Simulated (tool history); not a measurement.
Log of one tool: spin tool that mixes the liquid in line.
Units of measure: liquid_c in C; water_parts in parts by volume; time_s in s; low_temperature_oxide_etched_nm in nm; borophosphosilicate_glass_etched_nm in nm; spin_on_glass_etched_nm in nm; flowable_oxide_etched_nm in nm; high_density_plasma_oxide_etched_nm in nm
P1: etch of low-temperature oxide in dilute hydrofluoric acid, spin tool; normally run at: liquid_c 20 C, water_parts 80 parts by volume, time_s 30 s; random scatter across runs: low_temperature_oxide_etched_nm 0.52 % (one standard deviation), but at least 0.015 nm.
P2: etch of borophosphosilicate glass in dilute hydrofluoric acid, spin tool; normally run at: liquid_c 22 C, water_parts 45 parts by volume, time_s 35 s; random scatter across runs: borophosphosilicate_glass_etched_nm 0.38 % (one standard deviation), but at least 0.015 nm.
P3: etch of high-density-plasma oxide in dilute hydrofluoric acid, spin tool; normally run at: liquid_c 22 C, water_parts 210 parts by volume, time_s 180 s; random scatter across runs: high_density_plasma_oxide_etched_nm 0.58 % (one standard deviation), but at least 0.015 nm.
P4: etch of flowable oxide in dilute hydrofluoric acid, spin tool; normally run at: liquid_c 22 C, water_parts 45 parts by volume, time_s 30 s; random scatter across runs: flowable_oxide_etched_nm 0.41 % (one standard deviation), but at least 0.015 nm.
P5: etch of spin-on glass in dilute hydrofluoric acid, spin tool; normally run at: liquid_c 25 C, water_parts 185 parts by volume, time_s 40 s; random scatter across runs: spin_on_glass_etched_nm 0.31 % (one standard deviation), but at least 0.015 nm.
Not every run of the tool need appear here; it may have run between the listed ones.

| run | hour | process | liquid_c | water_parts | time_s | hours since the thermometer was replaced | hours since the hydrofluoric acid flow meter was replaced | low_temperature_oxide_etched_nm | borophosphosilicate_glass_etched_nm | spin_on_glass_etched_nm | flowable_oxide_etched_nm | high_density_plasma_oxide_etched_nm |
|---|---|---|---|---|---|---|---|---|---|---|---|---|
| 1 | 9 | P1 | 20 | 80 | 30 | 712.9 | 348.4 | 9.2956 |  |  |  |  |
| 2 | 21.4 | P2 | 22 | 70 | 35 | 725.3 | 360.8 |  | 19.161 |  |  |  |
| 3 | 36.5 | P5 | 25 | 185 | 70 | 740.4 | 375.9 |  |  | 12.752 |  |  |
| 4 | 46.1 | P4 | 29 | 45 | 30 | 750 | 385.5 |  |  |  | 40.813 |  |
| 5 | 59.2 | P1 | 20 | 80 | 30 | 763.1 | 398.6 | 9.2549 |  |  |  |  |
| 6 | 69 | P5 | 17 | 185 | 40 | 772.9 | 408.4 |  |  | 5.3367 |  |  |
| 7 | 78.8 | P5 | 25 | 60 | 40 | 782.7 | 418.2 |  |  | 26.231 |  |  |
| 8 | 87.1 | P1 | 17 | 80 | 30 | 791 | 426.5 | 8.1851 |  |  |  |  |
| 9 | 98.3 | P3 | 30 | 210 | 180 | 802.2 | 437.7 |  |  |  |  | 4.687 |
| 10 | 109.6 | P1 | 20 | 80 | 55 | 813.5 | 449 | 17.253 |  |  |  |  |
| 11 | 122.8 | P2 | 22 | 45 | 35 | 826.7 | 462.2 |  | 30.81 |  |  |  |
| 12 | 131.3 | P4 | 22 | 45 | 60 | 835.2 | 470.7 |  |  |  | 61.083 |  |
| 13 | 143.1 | P1 | 26 | 110 | 30 | 847 | 482.5 | 8.2775 |  |  |  |  |
| 14 | 158.9 | P2 | 22 | 45 | 60 | 862.8 | 498.3 |  | 52.66 |  |  |  |
| 15 | 169.1 | P5 | 25 | 185 | 40 | 873 | 508.5 |  |  | 7.2408 |  |  |
| 16 | 179.1 | P1 | 20 | 80 | 30 | 883 | 518.5 | 9.3585 |  |  |  |  |
| 17 | 191.7 | P3 | 22 | 210 | 325 | 895.6 | 531.1 |  |  |  |  | 6.2253 |
| 18 | 204.8 | P1 | 25.5 | 45 | 30 | 908.7 | 544.2 | 21.518 |  |  |  |  |
| 19 | 212.1 | P2 | 28.5 | 45 | 35 | 916 | 551.5 |  | 40.032 |  |  |  |

Run 20, settings as shown, results not yet in. Your forecast:
| 20 | 219.7 | P1 | 20 | 80 | 30 | 923.6 | 559.1 | ? |  |  |  |  |

Run 20 measured low_temperature_oxide_etched_nm 9.4181 nm.
